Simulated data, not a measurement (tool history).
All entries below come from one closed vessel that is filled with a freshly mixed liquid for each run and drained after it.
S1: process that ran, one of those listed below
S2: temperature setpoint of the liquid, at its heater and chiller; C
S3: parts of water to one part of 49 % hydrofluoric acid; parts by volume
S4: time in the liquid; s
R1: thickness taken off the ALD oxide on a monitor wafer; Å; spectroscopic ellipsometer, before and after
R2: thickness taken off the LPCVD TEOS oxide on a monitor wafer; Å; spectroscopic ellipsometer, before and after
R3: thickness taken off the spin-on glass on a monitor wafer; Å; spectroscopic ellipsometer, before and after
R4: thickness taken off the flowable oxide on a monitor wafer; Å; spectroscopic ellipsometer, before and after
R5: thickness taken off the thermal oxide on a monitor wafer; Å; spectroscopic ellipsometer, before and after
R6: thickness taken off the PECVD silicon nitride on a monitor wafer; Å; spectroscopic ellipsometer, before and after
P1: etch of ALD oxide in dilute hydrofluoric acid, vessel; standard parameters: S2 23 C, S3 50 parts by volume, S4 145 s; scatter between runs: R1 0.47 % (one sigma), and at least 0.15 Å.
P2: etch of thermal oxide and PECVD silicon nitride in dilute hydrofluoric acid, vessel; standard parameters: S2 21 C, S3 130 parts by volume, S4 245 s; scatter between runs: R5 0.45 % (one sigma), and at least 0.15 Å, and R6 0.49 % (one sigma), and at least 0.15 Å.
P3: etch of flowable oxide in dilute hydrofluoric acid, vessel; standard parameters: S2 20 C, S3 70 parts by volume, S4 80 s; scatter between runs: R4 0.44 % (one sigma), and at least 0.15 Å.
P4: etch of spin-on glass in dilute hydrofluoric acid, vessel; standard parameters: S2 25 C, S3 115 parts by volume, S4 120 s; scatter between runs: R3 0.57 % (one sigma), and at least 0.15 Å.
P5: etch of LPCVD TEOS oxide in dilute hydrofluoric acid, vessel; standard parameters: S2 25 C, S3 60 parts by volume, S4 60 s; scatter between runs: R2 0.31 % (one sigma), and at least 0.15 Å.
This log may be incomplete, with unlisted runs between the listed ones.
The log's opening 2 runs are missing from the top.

{"run": 3, "day": 0.708, "S1": "P4", "S2": 25, "S3": 115, "S4": 120, "R3": 593.59}
{"run": 4, "day": 0.904, "S1": "P1", "S2": 23, "S3": 50, "S4": 145, "R1": 436.3}
{"run": 5, "day": 1.15, "S1": "P1", "S2": 19, "S3": 25, "S4": 145, "R1": 765.79}
{"run": 6, "day": 1.354, "S1": "P1", "S2": 30, "S3": 50, "S4": 145, "R1": 575.24}
{"run": 7, "day": 1.617, "S1": "P4", "S2": 25, "S3": 115, "S4": 120, "R3": 594.42}
{"run": 8, "day": 1.812, "S1": "P3", "S2": 20, "S3": 70, "S4": 160, "R4": 485.78}
{"run": 9, "day": 2.092, "S1": "P4", "S2": 25, "S3": 180, "S4": 120, "R3": 352.7}
{"run": 10, "day": 2.217, "S1": "P3", "S2": 20, "S3": 70, "S4": 80, "R4": 241.98}
{"run": 11, "day": 2.488, "S1": "P1", "S2": 17, "S3": 50, "S4": 145, "R1": 338.86}
{"run": 12, "day": 2.692, "S1": "P2", "S2": 21, "S3": 130, "S4": 100, "R5": 32.157, "R6": 20.775}
{"run": 13, "day": 2.929, "S1": "P2", "S2": 28.5, "S3": 130, "S4": 245, "R5": 104.82, "R6": 82.585}
{"run": 14, "day": 3.188, "S1": "P1", "S2": 27, "S3": 70, "S4": 145, "R1": 358.24}
{"run": 15, "day": 3.442, "S1": "P1", "S2": 23, "S3": 50, "S4": 145, "R1": 433.22}
{"run": 16, "day": 3.621, "S1": "P5", "S2": 19, "S3": 60, "S4": 60, "R2": 374.24}
{"run": 17, "day": 3.912, "S1": "P5", "S2": 25, "S3": 60, "S4": 30, "R2": 240.13}
{"run": 18, "day": 4.096, "S1": "P2", "S2": 21, "S3": 205, "S4": 245, "R5": 46.359, "R6": 32.535}
{"run": 19, "day": 4.296, "S1": "P2", "S2": 21, "S3": 130, "S4": 245, "R5": 79.209, "R6": 50.707}
{"run": 20, "day": 4.479, "S1": "P2", "S2": 21, "S3": 130, "S4": 245, "R5": 78.805, "R6": 50.547}
{"run": 21, "day": 4.708, "S1": "P1", "S2": 23, "S3": 50, "S4": 145, "R1": 434.08}
{"run": 22, "day": 4.867, "S1": "P1", "S2": 23, "S3": 50, "S4": 245, "R1": 741.3}
{"run": 23, "day": 5.079, "S1": "P4", "S2": 18, "S3": 115, "S4": 120, "R3": 451.74}
{"run": 24, "day": 5.338, "S1": "P1", "S2": 23, "S3": 70, "S4": 145, "R1": 301.31}

Run 25 is up next; what results do you expect?
{"run": 25, "day": 5.542, "S1": "P1", "S2": 23, "S3": 50, "S4": 70, "R1": "?"}

{"run 25": {"R1": 211.06}}

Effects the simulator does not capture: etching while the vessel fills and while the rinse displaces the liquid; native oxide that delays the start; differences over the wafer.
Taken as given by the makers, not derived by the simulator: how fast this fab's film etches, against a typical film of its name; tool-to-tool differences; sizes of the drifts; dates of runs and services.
